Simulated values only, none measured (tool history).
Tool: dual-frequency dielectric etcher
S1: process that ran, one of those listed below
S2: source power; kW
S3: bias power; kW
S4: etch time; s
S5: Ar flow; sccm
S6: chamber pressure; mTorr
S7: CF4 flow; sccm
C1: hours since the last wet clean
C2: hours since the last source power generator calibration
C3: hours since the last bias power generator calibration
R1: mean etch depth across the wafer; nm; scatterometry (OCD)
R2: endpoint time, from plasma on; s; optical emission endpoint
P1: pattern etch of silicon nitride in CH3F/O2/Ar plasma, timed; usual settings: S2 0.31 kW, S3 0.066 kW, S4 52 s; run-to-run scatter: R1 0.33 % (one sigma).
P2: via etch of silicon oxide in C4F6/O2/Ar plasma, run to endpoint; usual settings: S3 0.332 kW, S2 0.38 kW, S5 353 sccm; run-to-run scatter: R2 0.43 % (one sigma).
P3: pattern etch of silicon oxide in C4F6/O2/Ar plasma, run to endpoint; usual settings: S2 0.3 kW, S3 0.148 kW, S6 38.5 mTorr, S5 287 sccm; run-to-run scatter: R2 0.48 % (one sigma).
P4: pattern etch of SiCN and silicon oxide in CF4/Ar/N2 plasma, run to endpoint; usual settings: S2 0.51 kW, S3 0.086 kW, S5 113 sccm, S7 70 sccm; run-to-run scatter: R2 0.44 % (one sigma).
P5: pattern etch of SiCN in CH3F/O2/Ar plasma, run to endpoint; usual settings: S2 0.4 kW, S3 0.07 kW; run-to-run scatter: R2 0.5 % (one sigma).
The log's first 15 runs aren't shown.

run	hour	S1	S2	S3	S4	S5	S6	S7	C1	C2	C3	R1	R2
16	147.8	P1	0.31	0.078	52				406.1	559.5	959.1	34.272	
17	154.8	P1	0.31	0.066	52				413.1	566.5	966.1	32.516	
18	160.2	P4	0.51	0.086		113		70	418.5	571.9	971.5		13.767
19	171.8	P4	0.51	0.122		113		70	430.1	583.5	983.1		12.043
20	178.9	P2	0.38	0.4		353			437.2	590.6	990.2		27.507
# hour 185.2: source power generator calibrated
21	185.2	P1	0.25	0.04	52				443.5	0	996.5	25.312	
22	193.4	P4	0.51	0.086		152		70	451.7	8.2	1004.7		14.473
23	200.9	P4	0.51	0.086		113		84	459.2	15.7	1012.2		13.22
24	207.4	P1	0.31	0.052	52				465.7	22.2	1018.7	29.884	
25	214.6	P5	0.49	0.07					472.9	29.4	1025.9		19.54
# hour 218.7: wet clean of the chamber
26	220.9	P3	0.3	0.148		287	38.5		2.3	35.7	1032.2		10.268
27	228.7	P1	0.23	0.066	52				10.1	43.5	1040	28.942	
28	237.9	P2	0.47	0.332		353			19.3	52.7	1049.2		27.103
29	244.8	P1	0.31	0.066	74.5				26.2	59.6	1056.1	46.477	
30	251.1	P1	0.31	0.066	52				32.5	65.9	1062.4	32.475	
31	259.5	P2	0.38	0.332		263			40.9	74.3	1070.8		28.673
32	266.4	P3	0.3	0.148		287	51.5		47.8	81.2	1077.7		10.683
33	272.2	P1	0.31	0.066	52				53.6	87	1083.5	32.446	
34	281.3	P1	0.31	0.066	52				62.7	96.1	1092.6	32.644	
35	290.5	P1	0.31	0.066	52				71.9	105.3	1101.8	32.755	
36	299.5	P1	0.31	0.066	52				80.9	114.3	1110.8	32.789	
37	311.9	P1	0.31	0.066	52				93.3	126.7	1123.2	33.017	

Run 38 comes next. What will it give?
38	320.1	P1	0.31	0.066	52				101.5	134.9	1131.4	?	

{"run 38": {"R1": 32.951}}

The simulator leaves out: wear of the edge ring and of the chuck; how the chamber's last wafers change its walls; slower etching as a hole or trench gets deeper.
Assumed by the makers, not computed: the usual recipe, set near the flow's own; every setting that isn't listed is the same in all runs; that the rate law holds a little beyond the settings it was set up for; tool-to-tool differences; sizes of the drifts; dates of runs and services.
